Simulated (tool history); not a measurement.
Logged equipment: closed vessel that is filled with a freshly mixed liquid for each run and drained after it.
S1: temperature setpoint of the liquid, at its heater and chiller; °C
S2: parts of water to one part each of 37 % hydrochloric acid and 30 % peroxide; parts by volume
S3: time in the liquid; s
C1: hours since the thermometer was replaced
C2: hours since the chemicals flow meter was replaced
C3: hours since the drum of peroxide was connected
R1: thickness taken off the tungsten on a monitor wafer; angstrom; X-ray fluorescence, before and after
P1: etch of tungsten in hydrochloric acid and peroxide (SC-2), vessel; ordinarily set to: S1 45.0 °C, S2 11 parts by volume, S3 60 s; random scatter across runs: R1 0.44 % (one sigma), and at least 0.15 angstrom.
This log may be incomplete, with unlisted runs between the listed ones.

run,hour,S1,S2,S3,C1,C2,C3,R1
1,7.2,45.0,11,60,549.0,767.4,459.5,85.100
2,18.8,45.0,11,30,560.6,779.0,471.1,43.176
3,27.0,45.0,11,60,568.8,787.2,479.3,85.182
4,37.2,57.5,11,60,579.0,797.4,489.5,195.210
5,44.1,45.0,11,60,585.9,804.3,496.4,85.217
6,53.5,59.5,11,30,595.3,813.7,505.8,110.890
7,62.5,45.0,11,60,604.3,822.7,514.8,85.020
8,72.4,45.0,11,120,614.2,832.6,524.7,169.890
9,78.9,45.0,18,60,620.7,839.1,531.2,55.789
10,87.4,36.5,11,60,629.2,847.6,539.7,46.863
# hour 87.7: new drum of peroxide connected
11,98.5,45.0,11,60,640.3,858.7,10.8,85.195
12,109.3,45.0,4,60,651.1,869.5,21.6,184.480
13,117.7,45.0,11,60,659.5,877.9,30.0,84.946
14,129.8,45.0,11,60,671.6,890.0,42.1,90.321

Run 15, settings as shown, results not yet in. Your forecast:
15,137.4,45.0,11,60,679.2,897.6,49.7,?

R1: 91.822 angstrom
